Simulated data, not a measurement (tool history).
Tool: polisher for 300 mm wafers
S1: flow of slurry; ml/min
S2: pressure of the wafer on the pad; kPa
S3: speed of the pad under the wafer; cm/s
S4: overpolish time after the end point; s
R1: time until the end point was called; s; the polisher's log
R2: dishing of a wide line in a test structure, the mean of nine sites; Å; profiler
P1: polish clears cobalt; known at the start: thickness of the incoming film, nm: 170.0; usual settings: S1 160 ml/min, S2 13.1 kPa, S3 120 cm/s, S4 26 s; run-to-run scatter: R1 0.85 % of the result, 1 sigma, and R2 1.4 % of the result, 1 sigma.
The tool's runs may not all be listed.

run,hour,S1,S2,S3,S4,R1,R2
1,7.8,160,13.1,120,26,36.67,396.95
2,12.8,250,13.1,120,26,34.252,395.03
3,20.7,160,13.1,120,26,35.658,400.11
4,29,95,13.1,120,26,40.231,400.56
5,33.9,160,13.1,120,26,36.668,403.61
6,43.4,160,13.1,120,50,36.042,414.22
7,50.6,160,13.1,70,26,62.088,354.62
8,61.1,160,8.3,120,26,57.194,351.13
9,70,160,13.1,120,8,36.109,251.94
10,77,160,13.1,120,26,36.15,392.15
11,82,110,6.9,120,26,74.079,322.87
12,89.8,160,13.1,120,26,36.498,392.83
13,95.8,160,13.1,162,26,26.794,412.09
14,101.6,160,13.1,120,26,35.512,405.28
15,106.6,160,19.3,120,26,24.803,409.43
16,115.8,160,13.1,120,26,36.325,390.03
17,124.1,160,13.1,120,26,36.589,400.35
18,132.9,160,13.1,120,26,37.308,395.12
19,140.5,160,13.1,120,26,37.606,401.07
20,149,160,13.1,120,26,38.385,392.87
# hour 157.1: head pressure recalibrated
21,157.2,160,13.1,120,26,38.242,394.19
22,167.3,160,13.1,120,26,38.777,393.7
23,174.4,160,13.1,120,26,38.171,387.77

The next listed run, before its measurement:
24,180.8,160,13.1,120,26,?,?

{"run 24": {"R1": 38.436, "R2": 378.74}}
